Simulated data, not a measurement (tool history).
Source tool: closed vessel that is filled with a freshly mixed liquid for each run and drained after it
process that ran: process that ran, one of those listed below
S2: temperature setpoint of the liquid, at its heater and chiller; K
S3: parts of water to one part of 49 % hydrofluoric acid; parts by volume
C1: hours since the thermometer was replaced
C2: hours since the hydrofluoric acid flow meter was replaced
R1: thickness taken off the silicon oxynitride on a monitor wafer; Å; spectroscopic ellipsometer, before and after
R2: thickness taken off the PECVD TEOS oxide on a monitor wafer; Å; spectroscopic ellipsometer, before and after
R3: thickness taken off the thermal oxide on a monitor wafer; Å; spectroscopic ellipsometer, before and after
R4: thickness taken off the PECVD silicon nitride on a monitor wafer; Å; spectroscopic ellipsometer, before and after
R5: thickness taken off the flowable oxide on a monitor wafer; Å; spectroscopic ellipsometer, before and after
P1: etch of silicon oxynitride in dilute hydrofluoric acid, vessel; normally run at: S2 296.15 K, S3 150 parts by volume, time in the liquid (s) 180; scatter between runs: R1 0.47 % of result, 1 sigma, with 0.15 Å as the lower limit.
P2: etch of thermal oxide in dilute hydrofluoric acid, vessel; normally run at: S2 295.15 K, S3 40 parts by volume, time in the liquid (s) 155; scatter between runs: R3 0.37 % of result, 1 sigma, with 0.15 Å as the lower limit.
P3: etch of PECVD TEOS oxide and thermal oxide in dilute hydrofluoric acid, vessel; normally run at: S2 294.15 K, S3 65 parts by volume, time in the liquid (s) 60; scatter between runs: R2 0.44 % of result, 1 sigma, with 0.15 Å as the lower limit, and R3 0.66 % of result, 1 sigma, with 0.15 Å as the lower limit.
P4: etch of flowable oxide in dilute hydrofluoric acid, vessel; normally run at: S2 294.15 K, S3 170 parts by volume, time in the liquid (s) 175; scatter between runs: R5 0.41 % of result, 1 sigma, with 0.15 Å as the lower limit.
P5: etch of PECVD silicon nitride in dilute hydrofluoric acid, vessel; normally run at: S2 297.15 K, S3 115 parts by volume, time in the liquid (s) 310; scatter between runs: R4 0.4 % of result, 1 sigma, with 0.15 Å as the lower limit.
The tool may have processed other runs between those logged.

Run 1, hour 7.6: process that ran P1, S2 296.15 K, S3 150 parts by volume, time in the liquid (s) 180; C1 463.7; C2 616.7. Result: R1 52.166 Å.
Run 2, hour 15.3: process that ran P3, S2 294.15 K, S3 30 parts by volume, time in the liquid (s) 60; C1 471.4; C2 624.4. Result: R2 393.04 Å, R3 91.346 Å.
Run 3, hour 21.1: process that ran P1, S2 296.15 K, S3 150 parts by volume, time in the liquid (s) 180; C1 477.2; C2 630.2. Result: R1 52.56 Å.
Run 4, hour 25.7: process that ran P5, S2 297.15 K, S3 25 parts by volume, time in the liquid (s) 310; C1 481.8; C2 634.8. Result: R4 675.04 Å.
Run 5, hour 30.6: process that ran P1, S2 296.15 K, S3 275 parts by volume, time in the liquid (s) 180; C1 486.7; C2 639.7. Result: R1 26.264 Å.
Run 6, hour 39.2: process that ran P1, S2 302.15 K, S3 215 parts by volume, time in the liquid (s) 180; C1 495.3; C2 648.3. Result: R1 44.902 Å.
Run 7, hour 43.6: process that ran P1, S2 302.65 K, S3 150 parts by volume, time in the liquid (s) 180; C1 499.7; C2 652.7. Result: R1 70.15 Å.
Run 8, hour 49.8: process that ran P1, S2 290.15 K, S3 150 parts by volume, time in the liquid (s) 180; C1 505.9; C2 658.9. Result: R1 39.504 Å.
Run 9, hour 58.3: process that ran P1, S2 296.15 K, S3 150 parts by volume, time in the liquid (s) 180; C1 514.4; C2 667.4. Result: R1 53.084 Å.
At hour 62.4: thermometer replaced.
Run 10, hour 64.2: process that ran P3, S2 294.15 K, S3 65 parts by volume, time in the liquid (s) 115; C1 1.9; C2 673.3. Result: R2 333.63 Å, R3 76.367 Å.
Run 11, hour 70.6: process that ran P1, S2 301.15 K, S3 215 parts by volume, time in the liquid (s) 180; C1 8.3; C2 679.7. Result: R1 43.191 Å.
Run 12, hour 75.9: process that ran P4, S2 294.15 K, S3 170 parts by volume, time in the liquid (s) 315; C1 13.6; C2 685. Result: R5 414.05 Å.
Run 13, hour 80.3: process that ran P1, S2 296.15 K, S3 150 parts by volume, time in the liquid (s) 180; C1 18; C2 689.4. Result: R1 52.219 Å.
Run 14, hour 88.2: process that ran P5, S2 291.15 K, S3 115 parts by volume, time in the liquid (s) 310; C1 25.9; C2 697.3. Result: R4 100.91 Å.
Run 15, hour 95.2: process that ran P1, S2 296.15 K, S3 150 parts by volume, time in the liquid (s) 45; C1 32.9; C2 704.3. Result: R1 12.934 Å.
Run 16, hour 100.3: process that ran P2, S2 295.15 K, S3 40 parts by volume, time in the liquid (s) 155; C1 38; C2 709.4. Result: R3 183.8 Å.
Run 17, hour 106.9: process that ran P1, S2 296.15 K, S3 35 parts by volume, time in the liquid (s) 180; C1 44.6; C2 716. Result: R1 247.34 Å.
Run 18, hour 114.3: process that ran P5, S2 297.15 K, S3 115 parts by volume, time in the liquid (s) 170; C1 52; C2 723.4. Result: R4 83.125 Å.
Run 19, hour 121.3: process that ran P4, S2 294.15 K, S3 35 parts by volume, time in the liquid (s) 175; C1 59; C2 730.4. Result: R5 1304 Å.
Run 20, hour 128.9: process that ran P2, S2 295.15 K, S3 55 parts by volume, time in the liquid (s) 155; C1 66.6; C2 738. Result: R3 131.2 Å.
Run 21, hour 133.6: process that ran P1, S2 296.15 K, S3 150 parts by volume, time in the liquid (s) 305; C1 71.3; C2 742.7. Result: R1 89.201 Å.

The next listed run, before its measurement:
Run 22, hour 138.4: process that ran P2, S2 295.15 K, S3 40 parts by volume, time in the liquid (s) 30; C1 76.1; C2 747.5. Result: R3 ?.

Run 22 measured R3 35.333 Å.
